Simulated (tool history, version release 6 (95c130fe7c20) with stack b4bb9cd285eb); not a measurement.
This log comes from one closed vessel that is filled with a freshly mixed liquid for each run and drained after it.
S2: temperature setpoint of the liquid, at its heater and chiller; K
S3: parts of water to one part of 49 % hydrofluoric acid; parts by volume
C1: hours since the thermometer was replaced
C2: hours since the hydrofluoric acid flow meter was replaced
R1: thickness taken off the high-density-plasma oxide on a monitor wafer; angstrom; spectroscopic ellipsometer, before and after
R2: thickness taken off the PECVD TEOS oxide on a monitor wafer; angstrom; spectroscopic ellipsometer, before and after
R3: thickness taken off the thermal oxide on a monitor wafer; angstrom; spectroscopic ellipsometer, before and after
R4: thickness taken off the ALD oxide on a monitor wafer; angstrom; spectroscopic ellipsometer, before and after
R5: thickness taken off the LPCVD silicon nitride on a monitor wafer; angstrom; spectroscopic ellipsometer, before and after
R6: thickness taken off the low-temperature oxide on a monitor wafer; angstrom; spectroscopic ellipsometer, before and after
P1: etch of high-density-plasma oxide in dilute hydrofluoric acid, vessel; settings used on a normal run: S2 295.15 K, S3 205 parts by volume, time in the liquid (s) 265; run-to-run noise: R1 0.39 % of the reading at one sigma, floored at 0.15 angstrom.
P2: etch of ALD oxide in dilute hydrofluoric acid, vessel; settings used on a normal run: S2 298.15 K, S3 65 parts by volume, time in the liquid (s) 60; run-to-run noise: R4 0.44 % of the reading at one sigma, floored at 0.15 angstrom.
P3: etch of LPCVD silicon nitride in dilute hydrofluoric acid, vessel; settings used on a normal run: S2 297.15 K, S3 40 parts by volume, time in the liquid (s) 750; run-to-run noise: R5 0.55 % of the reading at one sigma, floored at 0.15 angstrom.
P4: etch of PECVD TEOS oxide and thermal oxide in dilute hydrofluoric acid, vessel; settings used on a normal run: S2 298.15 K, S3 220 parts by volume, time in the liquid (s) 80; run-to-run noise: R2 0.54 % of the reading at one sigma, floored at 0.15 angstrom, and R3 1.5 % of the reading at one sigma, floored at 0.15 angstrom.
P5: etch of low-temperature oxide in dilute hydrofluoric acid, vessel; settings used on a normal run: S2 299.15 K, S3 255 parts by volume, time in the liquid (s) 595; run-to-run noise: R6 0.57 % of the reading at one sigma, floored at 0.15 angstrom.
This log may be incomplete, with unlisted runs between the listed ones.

{"run": 1, "day": 0.392, "process that ran": "P1", "S2": 295.15, "S3": 205, "time in the liquid (s)": 265, "C1": 242.2, "C2": 799, "R1": 91.608}
{"run": 2, "day": 0.871, "process that ran": "P4", "S2": 298.15, "S3": 220, "time in the liquid (s)": 80, "C1": 253.7, "C2": 810.5, "R2": 53.921, "R3": 15.402}
{"run": 3, "day": 1.467, "process that ran": "P1", "S2": 295.15, "S3": 205, "time in the liquid (s)": 105, "C1": 268, "C2": 824.8, "R1": 36.641}
{"run": 4, "day": 1.871, "process that ran": "P2", "S2": 306.15, "S3": 65, "time in the liquid (s)": 60, "C1": 277.7, "C2": 834.5, "R4": 252.98}
{"run": 5, "day": 2.371, "process that ran": "P1", "S2": 295.15, "S3": 130, "time in the liquid (s)": 265, "C1": 289.7, "C2": 846.5, "R1": 158.6}
{"run": 6, "day": 2.842, "process that ran": "P4", "S2": 298.15, "S3": 220, "time in the liquid (s)": 135, "C1": 301, "C2": 857.8, "R2": 91.798, "R3": 26.374}
{"run": 7, "day": 3.496, "process that ran": "P3", "S2": 297.15, "S3": 40, "time in the liquid (s)": 750, "C1": 316.7, "C2": 873.5, "R5": 96.939}
{"run": 8, "day": 3.904, "process that ran": "P2", "S2": 298.15, "S3": 40, "time in the liquid (s)": 60, "C1": 326.5, "C2": 883.3, "R4": 313.82}
{"run": 9, "day": 4.596, "process that ran": "P5", "S2": 299.15, "S3": 390, "time in the liquid (s)": 595, "C1": 343.1, "C2": 899.9, "R6": 257.69}
{"run": 10, "day": 4.979, "process that ran": "P5", "S2": 306.15, "S3": 255, "time in the liquid (s)": 595, "C1": 352.3, "C2": 909.1, "R6": 569.68}
{"run": 11, "day": 5.442, "process that ran": "P1", "S2": 303.65, "S3": 205, "time in the liquid (s)": 265, "C1": 363.4, "C2": 920.2, "R1": 125.45}
{"run": 12, "day": 5.817, "process that ran": "P3", "S2": 305.65, "S3": 40, "time in the liquid (s)": 750, "C1": 372.4, "C2": 929.2, "R5": 168.68}
{"run": 13, "day": 6.488, "process that ran": "P5", "S2": 299.15, "S3": 255, "time in the liquid (s)": 595, "C1": 388.5, "C2": 945.3, "R6": 451.72}
{"run": 14, "day": 6.883, "process that ran": "P1", "S2": 290.15, "S3": 205, "time in the liquid (s)": 265, "C1": 398, "C2": 954.8, "R1": 75.748}
{"run": 15, "day": 7.588, "process that ran": "P4", "S2": 302.65, "S3": 220, "time in the liquid (s)": 80, "C1": 414.9, "C2": 971.7, "R2": 62.928, "R3": 18.846}
{"run": 16, "day": 8.188, "process that ran": "P1", "S2": 300.65, "S3": 205, "time in the liquid (s)": 115, "C1": 429.3, "C2": 986.1, "R1": 48.712}
{"run": 17, "day": 8.525, "process that ran": "P1", "S2": 295.15, "S3": 205, "time in the liquid (s)": 265, "C1": 437.4, "C2": 994.2, "R1": 92.364}
{"run": 18, "day": 9.092, "process that ran": "P1", "S2": 295.15, "S3": 205, "time in the liquid (s)": 265, "C1": 451, "C2": 1007.8, "R1": 92.243}
{"run": 19, "day": 9.633, "process that ran": "P3", "S2": 297.15, "S3": 40, "time in the liquid (s)": 750, "C1": 464, "C2": 1020.8, "R5": 96.368}
{"run": 20, "day": 9.942, "process that ran": "P4", "S2": 298.15, "S3": 40, "time in the liquid (s)": 80, "C1": 471.4, "C2": 1028.2, "R2": 368.91, "R3": 108.8}
{"run": 21, "day": 10.379, "process that ran": "P4", "S2": 298.15, "S3": 220, "time in the liquid (s)": 80, "C1": 481.9, "C2": 1038.7, "R2": 53.198, "R3": 15.855}
{"run": 22, "day": 10.704, "process that ran": "P5", "S2": 299.15, "S3": 255, "time in the liquid (s)": 80, "C1": 489.7, "C2": 1046.5, "R6": 60.15}
{"run": 23, "day": 11.096, "process that ran": "P1", "S2": 295.15, "S3": 205, "time in the liquid (s)": 450, "C1": 499.1, "C2": 1055.9, "R1": 156.37}
{"run": 24, "day": 11.496, "process that ran": "P3", "S2": 297.15, "S3": 40, "time in the liquid (s)": 1475, "C1": 508.7, "C2": 1065.5, "R5": 188.46}
{"run": 25, "day": 11.854, "process that ran": "P2", "S2": 298.15, "S3": 65, "time in the liquid (s)": 60, "C1": 517.3, "C2": 1074.1, "R4": 187.78}
{"run": 26, "day": 12.262, "process that ran": "P2", "S2": 298.15, "S3": 65, "time in the liquid (s)": 110, "C1": 527.1, "C2": 1083.9, "R4": 340.58}

Run 27, settings as shown, results not yet in. Your forecast:
{"run": 27, "day": 12.9, "process that ran": "P5", "S2": 299.15, "S3": 255, "time in the liquid (s)": 595, "C1": 542.4, "C2": 1099.2, "R6": "?"}

R6: 450.98 angstrom
